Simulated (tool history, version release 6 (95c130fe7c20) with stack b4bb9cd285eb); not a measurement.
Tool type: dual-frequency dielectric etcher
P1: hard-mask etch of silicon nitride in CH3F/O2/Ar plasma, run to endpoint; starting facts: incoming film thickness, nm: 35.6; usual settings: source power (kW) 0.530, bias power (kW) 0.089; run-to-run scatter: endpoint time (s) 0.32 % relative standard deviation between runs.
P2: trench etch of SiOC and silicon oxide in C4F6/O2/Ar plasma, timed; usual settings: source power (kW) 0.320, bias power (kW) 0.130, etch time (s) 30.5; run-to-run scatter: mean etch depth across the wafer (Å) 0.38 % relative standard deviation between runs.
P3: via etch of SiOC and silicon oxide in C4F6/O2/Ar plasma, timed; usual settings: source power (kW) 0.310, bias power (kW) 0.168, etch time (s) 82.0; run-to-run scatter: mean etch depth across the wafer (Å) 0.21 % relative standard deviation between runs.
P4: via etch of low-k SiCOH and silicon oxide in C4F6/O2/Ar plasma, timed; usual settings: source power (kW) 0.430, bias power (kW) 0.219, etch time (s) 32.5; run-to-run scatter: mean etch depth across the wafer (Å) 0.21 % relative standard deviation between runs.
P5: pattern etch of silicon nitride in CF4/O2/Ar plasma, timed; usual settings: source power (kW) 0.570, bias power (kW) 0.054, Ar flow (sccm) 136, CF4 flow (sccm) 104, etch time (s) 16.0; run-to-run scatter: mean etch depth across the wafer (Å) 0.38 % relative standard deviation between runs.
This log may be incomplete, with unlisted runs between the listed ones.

run,hour,process that ran,source power (kW),bias power (kW),etch time (s),Ar flow (sccm),CF4 flow (sccm),hours since the last wet clean,hours since the last source power generator calibration,hours since the last bias power generator calibration,endpoint time (s),mean etch depth across the wafer (Å)
1,9.9,P1,0.530,0.089,,,,90.8,889.9,1720.9,43.370,
2,14.9,P1,0.530,0.089,,,,95.8,894.9,1725.9,43.624,
3,21.2,P2,0.450,0.130,30.5,,,102.1,901.2,1732.2,,552.86
4,27.8,P1,0.530,0.089,,,,108.7,907.8,1738.8,43.292,
5,35.7,P1,0.340,0.089,,,,116.6,915.7,1746.7,51.242,
6,45.4,P4,0.570,0.219,32.5,,,126.3,925.4,1756.4,,937.82
7,51.5,P3,0.310,0.168,111.0,,,132.4,931.5,1762.5,,1081.60
8,61.2,P5,0.570,0.054,16.0,136,104,142.1,941.2,1772.2,,336.74
9,70.8,P1,0.350,0.109,,,,151.7,950.8,1781.8,47.258,
10,78.1,P2,0.320,0.085,30.5,,,159.0,958.1,1789.1,,431.27
11,85.3,P1,0.530,0.105,,,,166.2,965.3,1796.3,40.974,
12,90.8,P5,0.350,0.054,16.0,136,104,171.7,970.8,1801.8,,219.13
13,100.6,P1,0.390,0.109,,,,181.5,980.6,1811.6,45.502,
14,111.0,P4,0.430,0.310,32.5,,,191.9,991.0,1822.0,,947.20
15,116.2,P1,0.700,0.089,,,,197.1,996.2,1827.2,39.206,
16,123.9,P4,0.430,0.219,18.5,,,204.8,1003.9,1834.9,,477.38
17,130.4,P3,0.310,0.168,82.0,,,211.3,1010.4,1841.4,,797.77
18,140.7,P1,0.690,0.121,,,,221.6,1020.7,1851.7,35.368,
19,146.0,P2,0.320,0.130,30.5,,,226.9,1026.0,1857.0,,486.10
20,151.2,P5,0.570,0.054,21.0,136,104,232.1,1031.2,1862.2,,439.37
21,159.6,P5,0.570,0.054,16.0,136,128,240.5,1039.6,1870.6,,344.10
22,166.2,P5,0.570,0.054,16.0,166,104,247.1,1046.2,1877.2,,328.25
23,174.6,P1,0.530,0.089,,,,255.5,1054.6,1885.6,43.494,
24,181.0,P5,0.570,0.033,16.0,136,104,261.9,1061.0,1892.0,,279.55
25,190.7,P4,0.430,0.219,32.5,,,271.6,1070.7,1901.7,,840.83
26,201.0,P1,0.530,0.089,,,,281.9,1081.0,1912.0,43.678,
27,206.2,P3,0.210,0.168,82.0,,,287.1,1086.2,1917.2,,688.30
28,216.3,P2,0.320,0.130,30.5,,,297.2,1096.3,1927.3,,484.55
# hour 222.3: wet clean of the chamber
29,224.5,P1,0.530,0.064,,,,2.2,1104.5,1935.5,48.651,
30,231.4,P3,0.310,0.120,82.0,,,9.1,1111.4,1942.4,,719.74
31,241.0,P5,0.570,0.054,16.0,136,104,18.7,1121.0,1952.0,,336.20
32,248.1,P1,0.530,0.089,,,,25.8,1128.1,1959.1,43.414,
33,255.5,P2,0.320,0.130,17.0,,,33.2,1135.5,1966.5,,271.37
34,265.5,P1,0.530,0.089,,,,43.2,1145.5,1976.5,43.552,
35,273.8,P1,0.530,0.089,,,,51.5,1153.8,1984.8,43.064,
36,278.4,P1,0.530,0.089,,,,56.1,1158.4,1989.4,43.140,
37,283.1,P1,0.530,0.089,,,,60.8,1163.1,1994.1,43.046,
38,292.4,P1,0.530,0.089,,,,70.1,1172.4,2003.4,42.779,
# hour 293.9: wet clean of the chamber
39,300.8,P1,0.530,0.089,,,,6.9,1180.8,2011.8,43.186,
40,310.3,P1,0.530,0.089,,,,16.4,1190.3,2021.3,42.911,
41,318.5,P1,0.530,0.089,,,,24.6,1198.5,2029.5,42.819,
42,326.1,P1,0.530,0.089,,,,32.2,1206.1,2037.1,42.718,

What P1 gives has crept off from where it sat before. The 2 causes that follow fit the log equally well, each at the size noted:
A: bias power that arrives over what is set, % = 4.7
B: source power that arrives over what is set, % = 4.4
The drift started at roughly hour 265.5.
Every other cause this tool's parts could produce, and why it does not fit the log:
chamber walls in a state that raises the etch rate, %: serviced at hour 293.9, after the drift had started, without restoring the earlier output

You are offered 4 check runs, listed below with question marks in place of their results; each one averages 2 wafers. Which run separates the listed causes by giving clearly different results for each?
check 1,333.7,P5,0.570,0.045,16.0,136,104,,,,,?
check 2,333.7,P4,0.430,0.279,32.5,,,,,,,?
check 3,333.7,P2,0.440,0.106,30.5,,,,,,,?
check 4,333.7,P3,0.310,0.127,82.0,,,,,,,?

What every check run would give for each of its results, assuming each possible cause in turn:
check,result,if A,if B
check 1,mean etch depth across the wafer (Å),316.62,323.07
check 2,mean etch depth across the wafer (Å),925.69,926.22
check 3,mean etch depth across the wafer (Å),526.26,528.71
check 4,mean etch depth across the wafer (Å),742.34,744.51
Separation of the two closest causes in each check, using whichever result separates them best: check 1 2.02 %; check 2 0.06 %; check 3 0.46 %; check 4 0.29 %
Only in check 1 would the causes give clearly different results; in the remaining checks their results would be nearly the same.

The results of check 1 are: mean etch depth across the wafer (Å) 324.09. Based on these, which of the listed causes is it?

The cause is B: source power that arrives over what is set, %.
